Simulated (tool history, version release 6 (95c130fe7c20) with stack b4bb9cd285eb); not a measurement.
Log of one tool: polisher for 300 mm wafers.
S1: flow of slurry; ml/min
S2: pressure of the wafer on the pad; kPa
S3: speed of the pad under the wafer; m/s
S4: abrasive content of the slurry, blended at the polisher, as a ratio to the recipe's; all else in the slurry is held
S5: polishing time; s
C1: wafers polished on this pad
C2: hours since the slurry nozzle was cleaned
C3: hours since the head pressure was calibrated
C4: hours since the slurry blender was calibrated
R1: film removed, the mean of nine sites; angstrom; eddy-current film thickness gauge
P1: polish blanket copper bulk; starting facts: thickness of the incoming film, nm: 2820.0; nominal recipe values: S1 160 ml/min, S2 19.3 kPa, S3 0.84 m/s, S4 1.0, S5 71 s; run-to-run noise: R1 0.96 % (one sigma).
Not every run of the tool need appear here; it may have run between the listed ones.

run	hour	S1	S2	S3	S4	S5	C1	C2	C3	C4	R1
1	11.0	160	19.3	0.84	1.0	71	206	239.5	986.0	31.7	5692.6
2	23.7	160	9.7	0.84	1.0	71	323	252.2	998.7	44.4	2845.5
3	35.7	160	19.3	0.84	1.0	71	433	264.2	1010.7	56.4	5684.0
4	53.1	250	19.3	0.84	1.0	71	592	281.6	1028.1	73.8	6029.2
5	67.3	95	19.3	0.84	1.0	71	722	295.8	1042.3	88.0	5206.6
6	83.3	160	19.3	0.84	1.0	104	869	311.8	1058.3	104.0	8421.3
7	94.3	160	19.3	0.84	1.0	32	970	322.8	1069.3	115.0	2575.4
8	105.5	160	19.3	0.84	0.7	71	1073	334.0	1080.5	126.2	5337.4
9	119.8	160	19.3	1.32	1.0	71	1204	348.3	1094.8	140.5	8882.8
10	131.4	160	19.3	0.84	1.0	71	1310	359.9	1106.4	152.1	5595.8
11	141.0	160	29.6	0.84	1.0	71	1398	369.5	1116.0	161.7	8682.1
12	156.2	160	19.3	0.38	1.0	71	1537	384.7	1131.2	176.9	2594.3
13	174.2	160	19.3	0.84	1.0	71	1702	402.7	1149.2	194.9	5713.7
14	190.9	160	19.3	0.84	1.0	71	1855	419.4	1165.9	211.6	5658.8
15	205.8	160	19.3	0.84	1.0	71	1992	434.3	1180.8	226.5	5620.5
16	221.5	160	19.3	0.84	0.7	49	2136	450.0	1196.5	242.2	3632.1
17	239.6	160	19.3	0.84	1.0	71	2302	468.1	1214.6	260.3	5666.9
18	250.0	160	19.3	0.84	1.4	71	2397	478.5	1225.0	270.7	6073.3
19	267.0	160	19.3	0.84	1.0	71	2553	495.5	1242.0	287.7	5693.8

The next listed run, before its measurement:
20	279.6	160	19.3	0.84	1.0	71	2668	508.1	1254.6	300.3	?

R1: 5484.1 angstrom
